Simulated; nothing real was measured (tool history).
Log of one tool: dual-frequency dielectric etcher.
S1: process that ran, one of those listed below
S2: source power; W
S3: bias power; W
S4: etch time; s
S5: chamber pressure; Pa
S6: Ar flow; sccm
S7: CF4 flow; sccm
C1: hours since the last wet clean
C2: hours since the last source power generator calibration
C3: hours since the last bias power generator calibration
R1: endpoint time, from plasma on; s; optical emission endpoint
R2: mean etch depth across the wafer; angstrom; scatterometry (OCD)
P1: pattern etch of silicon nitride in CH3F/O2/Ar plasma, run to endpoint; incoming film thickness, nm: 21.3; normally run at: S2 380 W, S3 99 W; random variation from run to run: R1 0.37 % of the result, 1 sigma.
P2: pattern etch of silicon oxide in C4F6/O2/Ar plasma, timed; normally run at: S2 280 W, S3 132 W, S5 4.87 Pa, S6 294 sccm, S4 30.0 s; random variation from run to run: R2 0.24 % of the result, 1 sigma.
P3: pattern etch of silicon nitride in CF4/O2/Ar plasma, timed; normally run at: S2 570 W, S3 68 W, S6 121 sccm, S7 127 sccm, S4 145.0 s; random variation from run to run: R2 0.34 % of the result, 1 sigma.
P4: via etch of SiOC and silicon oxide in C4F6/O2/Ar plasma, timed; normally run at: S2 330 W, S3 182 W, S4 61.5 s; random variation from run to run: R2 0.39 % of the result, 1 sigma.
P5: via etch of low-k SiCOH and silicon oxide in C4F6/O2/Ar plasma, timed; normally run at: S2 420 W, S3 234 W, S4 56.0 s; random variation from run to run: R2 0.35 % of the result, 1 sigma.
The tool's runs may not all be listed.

{"run": 1, "hour": 9.4, "S1": "P1", "S2": 380, "S3": 99, "C1": 276.4, "C2": 920.4, "C3": 2608.2, "R1": 27.614}
{"run": 2, "hour": 25.0, "S1": "P5", "S2": 420, "S3": 234, "S4": 42.5, "C1": 292.0, "C2": 936.0, "C3": 2623.8, "R2": 1266.2}
{"run": 3, "hour": 34.1, "S1": "P1", "S2": 380, "S3": 99, "C1": 301.1, "C2": 945.1, "C3": 2632.9, "R1": 27.505}
{"run": 4, "hour": 50.2, "S1": "P1", "S2": 380, "S3": 99, "C1": 317.2, "C2": 961.2, "C3": 2649.0, "R1": 27.708}
{"run": 5, "hour": 61.2, "S1": "P2", "S2": 280, "S3": 82, "S4": 30.0, "S5": 4.87, "S6": 294, "C1": 328.2, "C2": 972.2, "C3": 2660.0, "R2": 642.37}
{"run": 6, "hour": 72.4, "S1": "P5", "S2": 420, "S3": 234, "S4": 56.0, "C1": 339.4, "C2": 983.4, "C3": 2671.2, "R2": 1667.6}
{"run": 7, "hour": 81.5, "S1": "P4", "S2": 330, "S3": 248, "S4": 61.5, "C1": 348.5, "C2": 992.5, "C3": 2680.3, "R2": 712.18}
{"run": 8, "hour": 94.6, "S1": "P1", "S2": 490, "S3": 59, "C1": 361.6, "C2": 1005.6, "C3": 2693.4, "R1": 29.975}
{"run": 9, "hour": 106.0, "S1": "P2", "S2": 280, "S3": 132, "S4": 30.0, "S5": 4.87, "S6": 294, "C1": 373.0, "C2": 1017.0, "C3": 2704.8, "R2": 734.47}
{"run": 10, "hour": 119.0, "S1": "P1", "S2": 250, "S3": 138, "C1": 386.0, "C2": 1030.0, "C3": 2717.8, "R1": 28.449}
{"run": 11, "hour": 131.5, "S1": "P4", "S2": 210, "S3": 182, "S4": 61.5, "C1": 398.5, "C2": 1042.5, "C3": 2730.3, "R2": 539.94}
{"run": 12, "hour": 149.3, "S1": "P3", "S2": 570, "S3": 68, "S4": 145.0, "S6": 121, "S7": 127, "C1": 416.3, "C2": 1060.3, "C3": 2748.1, "R2": 3356.0}
{"run": 13, "hour": 161.8, "S1": "P3", "S2": 370, "S3": 68, "S4": 145.0, "S6": 121, "S7": 127, "C1": 428.8, "C2": 1072.8, "C3": 2760.6, "R2": 2322.8}
{"run": 14, "hour": 172.9, "S1": "P3", "S2": 570, "S3": 68, "S4": 145.0, "S6": 121, "S7": 179, "C1": 439.9, "C2": 1083.9, "C3": 2771.7, "R2": 3467.2}
{"run": 15, "hour": 182.5, "S1": "P2", "S2": 280, "S3": 132, "S4": 30.0, "S5": 4.87, "S6": 402, "C1": 449.5, "C2": 1093.5, "C3": 2781.3, "R2": 712.64}
{"run": 16, "hour": 194.8, "S1": "P2", "S2": 170, "S3": 132, "S4": 30.0, "S5": 4.87, "S6": 294, "C1": 461.8, "C2": 1105.8, "C3": 2793.6, "R2": 602.03}
{"run": 17, "hour": 203.3, "S1": "P4", "S2": 330, "S3": 182, "S4": 61.5, "C1": 470.3, "C2": 1114.3, "C3": 2802.1, "R2": 641.0}
{"hour": 213.8, "done": "bias power generator calibrated"}
{"run": 18, "hour": 213.8, "S1": "P1", "S2": 480, "S3": 99, "C1": 480.8, "C2": 1124.8, "C3": 0.1, "R1": 25.49}
{"run": 19, "hour": 227.6, "S1": "P1", "S2": 380, "S3": 121, "C1": 494.6, "C2": 1138.6, "C3": 13.9, "R1": 25.638}
{"run": 20, "hour": 245.1, "S1": "P4", "S2": 330, "S3": 182, "S4": 77.0, "C1": 512.1, "C2": 1156.1, "C3": 31.4, "R2": 801.72}
{"run": 21, "hour": 256.8, "S1": "P3", "S2": 570, "S3": 42, "S4": 145.0, "S6": 121, "S7": 127, "C1": 523.8, "C2": 1167.8, "C3": 43.1, "R2": 2804.8}
{"run": 22, "hour": 273.4, "S1": "P1", "S2": 300, "S3": 99, "C1": 540.4, "C2": 1184.4, "C3": 59.7, "R1": 30.179}
{"run": 23, "hour": 286.6, "S1": "P5", "S2": 270, "S3": 234, "S4": 56.0, "C1": 553.6, "C2": 1197.6, "C3": 72.9, "R2": 1403.4}
{"run": 24, "hour": 302.2, "S1": "P3", "S2": 570, "S3": 68, "S4": 145.0, "S6": 75, "S7": 127, "C1": 569.2, "C2": 1213.2, "C3": 88.5, "R2": 3535.9}
{"run": 25, "hour": 310.4, "S1": "P5", "S2": 420, "S3": 171, "S4": 56.0, "C1": 577.4, "C2": 1221.4, "C3": 96.7, "R2": 1503.9}
{"run": 26, "hour": 325.8, "S1": "P1", "S2": 280, "S3": 138, "C1": 592.8, "C2": 1236.8, "C3": 112.1, "R1": 27.357}
{"run": 27, "hour": 335.1, "S1": "P1", "S2": 380, "S3": 99, "C1": 602.1, "C2": 1246.1, "C3": 121.4, "R1": 27.816}
{"run": 28, "hour": 350.8, "S1": "P3", "S2": 570, "S3": 68, "S4": 145.0, "S6": 121, "S7": 127, "C1": 617.8, "C2": 1261.8, "C3": 137.1, "R2": 3375.2}
{"run": 29, "hour": 363.6, "S1": "P3", "S2": 570, "S3": 68, "S4": 187.0, "S6": 121, "S7": 127, "C1": 630.6, "C2": 1274.6, "C3": 149.9, "R2": 4328.9}
{"run": 30, "hour": 374.5, "S1": "P1", "S2": 380, "S3": 66, "C1": 641.5, "C2": 1285.5, "C3": 160.8, "R1": 31.89}
{"run": 31, "hour": 382.6, "S1": "P2", "S2": 280, "S3": 132, "S4": 30.0, "S5": 3.87, "S6": 294, "C1": 649.6, "C2": 1293.6, "C3": 168.9, "R2": 755.57}
{"run": 32, "hour": 390.4, "S1": "P2", "S2": 280, "S3": 132, "S4": 45.0, "S5": 4.87, "S6": 294, "C1": 657.4, "C2": 1301.4, "C3": 176.7, "R2": 1107.2}
{"run": 33, "hour": 403.8, "S1": "P1", "S2": 380, "S3": 99, "C1": 670.8, "C2": 1314.8, "C3": 190.1, "R1": 27.673}
{"run": 34, "hour": 413.9, "S1": "P1", "S2": 380, "S3": 99, "C1": 680.9, "C2": 1324.9, "C3": 200.2, "R1": 27.852}
{"run": 35, "hour": 427.1, "S1": "P1", "S2": 380, "S3": 99, "C1": 694.1, "C2": 1338.1, "C3": 213.4, "R1": 28.005}
{"run": 36, "hour": 436.5, "S1": "P1", "S2": 380, "S3": 99, "C1": 703.5, "C2": 1347.5, "C3": 222.8, "R1": 28.0}
{"run": 37, "hour": 448.2, "S1": "P1", "S2": 380, "S3": 99, "C1": 715.2, "C2": 1359.2, "C3": 234.5, "R1": 27.943}
{"run": 38, "hour": 464.5, "S1": "P1", "S2": 380, "S3": 99, "C1": 731.5, "C2": 1375.5, "C3": 250.8, "R1": 27.813}
{"run": 39, "hour": 477.6, "S1": "P1", "S2": 380, "S3": 99, "C1": 744.6, "C2": 1388.6, "C3": 263.9, "R1": 28.111}
{"run": 40, "hour": 485.6, "S1": "P1", "S2": 380, "S3": 99, "C1": 752.6, "C2": 1396.6, "C3": 271.9, "R1": 28.093}
{"hour": 486.3, "done": "wet clean of the chamber"}
{"run": 41, "hour": 499.8, "S1": "P1", "S2": 380, "S3": 99, "C1": 13.5, "C2": 1410.8, "C3": 286.1, "R1": 28.13}
{"run": 42, "hour": 511.0, "S1": "P1", "S2": 380, "S3": 99, "C1": 24.7, "C2": 1422.0, "C3": 297.3, "R1": 28.08}
{"run": 43, "hour": 528.3, "S1": "P1", "S2": 380, "S3": 99, "C1": 42.0, "C2": 1439.3, "C3": 314.6, "R1": 28.144}
{"run": 44, "hour": 545.9, "S1": "P1", "S2": 380, "S3": 99, "C1": 59.6, "C2": 1456.9, "C3": 332.2, "R1": 28.127}

What P1 gives has crept away from where it was. These 2 causes fit the log equally well, each at the size given:
A: bias power that arrives under what is set, % = 4.89
B: source power that arrives under what is set, % = 4.82
The creep began at about hour 403.8.
Why every other cause is out:
chamber walls in a state that lowers the etch rate, %: serviced at hour 486.3, which brought nothing back

4 check runs are offered, each on 2 wafers whose results are averaged, their results left as question marks. Which one tells the causes apart?
{"run": "check 1", "hour": 563.5, "S1": "P2", "S2": 200, "S3": 132, "S4": 30.0, "S5": 4.87, "S6": 294, "R2": "?"}
{"run": "check 2", "hour": 563.5, "S1": "P5", "S2": 320, "S3": 234, "S4": 56.0, "R2": "?"}
{"run": "check 3", "hour": 563.5, "S1": "P3", "S2": 570, "S3": 68, "S4": 173.5, "S6": 121, "S7": 127, "R2": "?"}
{"run": "check 4", "hour": 563.5, "S1": "P4", "S2": 250, "S3": 182, "S4": 61.5, "R2": "?"}

What each check would give under each cause:
check=check_1 result=R2 if_A=634.45 if_B=632.04
check=check_2 result=R2 if_A=1478.00 if_B=1475.00
check=check_3 result=R2 if_A=3939.80 if_B=3849.20
check=check_4 result=R2 if_A=566.52 if_B=565.22
How far apart the two closest causes lie, in the result that separates them most: check 1 0.38 %; check 2 0.2 %; check 3 2.33 %; check 4 0.23 %
Only check 3 tells the causes apart: in the others they would give nearly the same result.

Check 3 was then run and gave: R2 3852.90 angstrom. Which cause is it?

It is B: source power that arrives under what is set, %.

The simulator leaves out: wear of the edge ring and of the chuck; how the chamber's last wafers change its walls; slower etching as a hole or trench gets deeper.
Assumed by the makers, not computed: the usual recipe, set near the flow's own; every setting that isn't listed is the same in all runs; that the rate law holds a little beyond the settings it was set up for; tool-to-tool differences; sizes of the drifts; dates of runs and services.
